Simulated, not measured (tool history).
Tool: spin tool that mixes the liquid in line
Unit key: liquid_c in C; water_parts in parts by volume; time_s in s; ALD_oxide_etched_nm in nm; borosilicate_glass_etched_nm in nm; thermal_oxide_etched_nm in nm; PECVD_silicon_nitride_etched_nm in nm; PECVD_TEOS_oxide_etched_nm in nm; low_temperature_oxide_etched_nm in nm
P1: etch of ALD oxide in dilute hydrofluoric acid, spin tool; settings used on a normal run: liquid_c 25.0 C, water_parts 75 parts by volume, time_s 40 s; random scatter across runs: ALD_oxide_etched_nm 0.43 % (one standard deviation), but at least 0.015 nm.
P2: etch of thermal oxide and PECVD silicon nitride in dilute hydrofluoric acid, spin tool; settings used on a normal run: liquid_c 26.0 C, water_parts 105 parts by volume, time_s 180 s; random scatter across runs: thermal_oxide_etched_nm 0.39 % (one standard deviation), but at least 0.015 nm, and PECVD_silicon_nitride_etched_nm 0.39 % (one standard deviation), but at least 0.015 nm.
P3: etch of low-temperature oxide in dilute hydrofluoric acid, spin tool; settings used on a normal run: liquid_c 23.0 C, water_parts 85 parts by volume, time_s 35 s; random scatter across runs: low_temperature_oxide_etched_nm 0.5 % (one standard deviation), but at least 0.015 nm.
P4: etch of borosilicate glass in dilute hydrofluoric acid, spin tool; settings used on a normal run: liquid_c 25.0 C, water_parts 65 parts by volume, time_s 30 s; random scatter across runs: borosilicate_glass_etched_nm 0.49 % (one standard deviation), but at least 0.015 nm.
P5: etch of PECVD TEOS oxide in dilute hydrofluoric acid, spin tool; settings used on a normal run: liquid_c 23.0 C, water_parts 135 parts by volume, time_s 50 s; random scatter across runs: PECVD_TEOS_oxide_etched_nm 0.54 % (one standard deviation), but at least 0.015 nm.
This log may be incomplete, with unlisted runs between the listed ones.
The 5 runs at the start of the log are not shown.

| run | hour | process | liquid_c | water_parts | time_s | hours since the thermometer was replaced | hours since the hydrofluoric acid flow meter was replaced | ALD_oxide_etched_nm | borosilicate_glass_etched_nm | thermal_oxide_etched_nm | PECVD_silicon_nitride_etched_nm | PECVD_TEOS_oxide_etched_nm | low_temperature_oxide_etched_nm |
|---|---|---|---|---|---|---|---|---|---|---|---|---|---|
| 6 | 41.4 | P1 | 25.0 | 75 | 40 | 1738.6 | 1398.5 | 11.1600 |  |  |  |  |  |
| 7 | 46.3 | P1 | 25.0 | 105 | 60 | 1743.5 | 1403.4 | 11.5690 |  |  |  |  |  |
| 8 | 55.9 | P1 | 31.0 | 75 | 40 | 1753.1 | 1413.0 | 14.2730 |  |  |  |  |  |
| 9 | 63.0 | P2 | 26.0 | 175 | 180 | 1760.2 | 1420.1 |  |  | 4.6813 | 3.3149 |  |  |
| 10 | 69.0 | P4 | 25.0 | 65 | 55 | 1766.2 | 1426.1 |  | 25.845 |  |  |  |  |
| 11 | 77.7 | P3 | 23.0 | 150 | 35 | 1774.9 | 1434.8 |  |  |  |  |  | 3.8467 |
| 12 | 82.6 | P4 | 25.0 | 20 | 30 | 1779.8 | 1439.7 |  | 48.894 |  |  |  |  |
| 13 | 87.8 | P1 | 20.0 | 75 | 65 | 1785.0 | 1444.9 | 14.8800 |  |  |  |  |  |
| 14 | 93.5 | P1 | 25.0 | 75 | 15 | 1790.7 | 1450.6 | 4.1832 |  |  |  |  |  |
| 15 | 103.3 | P1 | 21.0 | 130 | 40 | 1800.5 | 1460.4 | 5.1507 |  |  |  |  |  |
| 16 | 110.4 | P1 | 25.0 | 75 | 40 | 1807.6 | 1467.5 | 11.1940 |  |  |  |  |  |
| 17 | 118.2 | P1 | 25.0 | 140 | 40 | 1815.4 | 1475.3 | 5.5577 |  |  |  |  |  |
| 18 | 122.5 | P1 | 25.0 | 75 | 40 | 1819.7 | 1479.6 | 11.2110 |  |  |  |  |  |
| 19 | 127.1 | P5 | 28.5 | 135 | 50 | 1824.3 | 1484.2 |  |  |  |  | 5.2159 |  |
| 20 | 132.2 | P3 | 17.0 | 85 | 35 | 1829.4 | 1489.3 |  |  |  |  |  | 5.6561 |
| 21 | 139.7 | P5 | 23.0 | 135 | 15 | 1836.9 | 1496.8 |  |  |  |  | 1.2556 |  |
| 22 | 146.1 | P1 | 25.0 | 75 | 40 | 1843.3 | 1503.2 | 11.1470 |  |  |  |  |  |
| 23 | 150.4 | P4 | 25.0 | 65 | 30 | 1847.6 | 1507.5 |  | 14.250 |  |  |  |  |

Estimate the outcome of run 24 from the log above:
| 24 | 156.4 | P2 | 26.0 | 105 | 180 | 1853.6 | 1513.5 |  |  | ? | ? |  |  |

{"run 24": {"thermal_oxide_etched_nm": 8.3341, "PECVD_silicon_nitride_etched_nm": 5.5875}}
